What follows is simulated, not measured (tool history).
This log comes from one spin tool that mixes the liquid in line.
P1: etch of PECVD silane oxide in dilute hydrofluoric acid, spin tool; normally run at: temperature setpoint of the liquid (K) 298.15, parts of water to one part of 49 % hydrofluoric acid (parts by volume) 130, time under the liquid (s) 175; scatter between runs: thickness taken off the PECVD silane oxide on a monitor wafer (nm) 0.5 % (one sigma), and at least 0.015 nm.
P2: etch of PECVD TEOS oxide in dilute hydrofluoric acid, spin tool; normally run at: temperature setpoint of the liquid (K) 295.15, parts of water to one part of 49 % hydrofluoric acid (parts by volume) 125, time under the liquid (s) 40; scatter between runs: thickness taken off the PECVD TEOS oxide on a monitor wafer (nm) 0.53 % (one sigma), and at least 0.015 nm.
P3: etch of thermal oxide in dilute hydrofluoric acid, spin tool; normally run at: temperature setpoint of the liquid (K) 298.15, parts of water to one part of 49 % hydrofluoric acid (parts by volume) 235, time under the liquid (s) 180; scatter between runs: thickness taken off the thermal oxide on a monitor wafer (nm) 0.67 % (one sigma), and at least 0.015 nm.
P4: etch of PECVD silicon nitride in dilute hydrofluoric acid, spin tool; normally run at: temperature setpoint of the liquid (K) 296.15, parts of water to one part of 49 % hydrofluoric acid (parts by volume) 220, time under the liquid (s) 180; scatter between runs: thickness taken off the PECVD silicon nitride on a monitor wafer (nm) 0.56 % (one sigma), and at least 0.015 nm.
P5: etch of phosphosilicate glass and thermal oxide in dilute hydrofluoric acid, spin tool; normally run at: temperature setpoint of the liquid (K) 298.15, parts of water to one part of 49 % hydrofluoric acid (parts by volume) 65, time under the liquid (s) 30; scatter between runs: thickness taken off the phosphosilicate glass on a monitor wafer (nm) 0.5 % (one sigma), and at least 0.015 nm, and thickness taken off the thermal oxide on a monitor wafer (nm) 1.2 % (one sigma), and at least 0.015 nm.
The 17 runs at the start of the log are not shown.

run   hour  process that ran  temperature setpoint of the liquid (K)  parts of water to one part of 49 % hydrofluoric acid (parts by volume)  time under the liquid (s)  hours since the thermometer was replaced  hours since the hydrofluoric acid flow meter was replaced  thickness taken off the PECVD silane oxide on a monitor wafer (nm)  thickness taken off the phosphosilicate glass on a monitor wafer (nm)  thickness taken off the thermal oxide on a monitor wafer (nm)  thickness taken off the PECVD TEOS oxide on a monitor wafer (nm)  thickness taken off the PECVD silicon nitride on a monitor wafer (nm)
 18  206.8                P4                                  296.15                                                                     390                        180                                     939.6                                                      632.7                                                                                                                                                                                                                                                                                                                                             2.2719
 19  217.2                P5                                  298.15                                                                      65                         30                                       950                                                      643.1                                                                                                                                     40.191                                                         2.2933
 20  227.5                P1                                  298.15                                                                     130                        175                                     960.3                                                      653.4                                                              22.361
 21  241.7                P1                                  298.15                                                                     130                         15                                     974.5                                                      667.6                                                              1.9023
 22  252.7                P4                                  300.15                                                                     220                        180                                     985.5                                                      678.6                                                                                                                                                                                                                                                                                                                                             5.0141
 23  266.5                P1                                  298.15                                                                     130                        175                                     999.3                                                      692.4                                                              22.368
 24  280.1                P1                                  298.15                                                                      70                        175                                    1012.9                                                        706                                                              44.985
 25  292.4                P1                                  298.15                                                                     130                        175                                    1025.2                                                      718.3                                                              22.258
 26  306.9                P5                                  298.15                                                                      65                         55                                    1039.7                                                      732.8                                                                                                                                     74.143                                                         4.2499
 27  316.2                P2                                  295.15                                                                     125                         40                                      1049                                                      742.1                                                                                                                                                                                                                                                                      4.1104
 28  329.4                P2                                  295.15                                                                     125                         15                                    1062.2                                                      755.3                                                                                                                                                                                                                                                                      1.5851
 29  337.7                P4                                  296.15                                                                     220                        275                                    1070.5                                                      763.6                                                                                                                                                                                                                                                                                                                                             6.0432
 30  345.9                P3                                  298.15                                                                      95                        180                                    1078.7                                                      771.8                                                                                                                                                                                                    9.5252
 31  352.4                P1                                  293.15                                                                     130                        310                                    1085.2                                                      778.3                                                              32.557
 32    365                P1                                  298.15                                                                     130                        175                                    1097.8                                                      790.9                                                              22.539
 33  372.1                P1                                  298.15                                                                     130                        175                                    1104.9                                                        798                                                              21.636
 34  386.6                P1                                  298.15                                                                     130                        175                                    1119.4                                                      812.5                                                              21.123
 35  396.3                P1                                  298.15                                                                     130                        175                                    1129.1                                                      822.2                                                              20.681
 36  410.3                P1                                  298.15                                                                     130                        175                                    1143.1                                                      836.2                                                              20.813
 37  421.4                P1                                  298.15                                                                     130                        175                                    1154.2                                                      847.3                                                              20.596
 38  433.1                P1                                  298.15                                                                     130                        175                                    1165.9                                                        859                                                              20.684

What will run 39 give?
 39   447                P1                                  298.15                                                                     130                        175                                    1179.8                                                      872.9                                                                   ?

{"run 39": {"thickness taken off the PECVD silane oxide on a monitor wafer (nm)": 20.464}}

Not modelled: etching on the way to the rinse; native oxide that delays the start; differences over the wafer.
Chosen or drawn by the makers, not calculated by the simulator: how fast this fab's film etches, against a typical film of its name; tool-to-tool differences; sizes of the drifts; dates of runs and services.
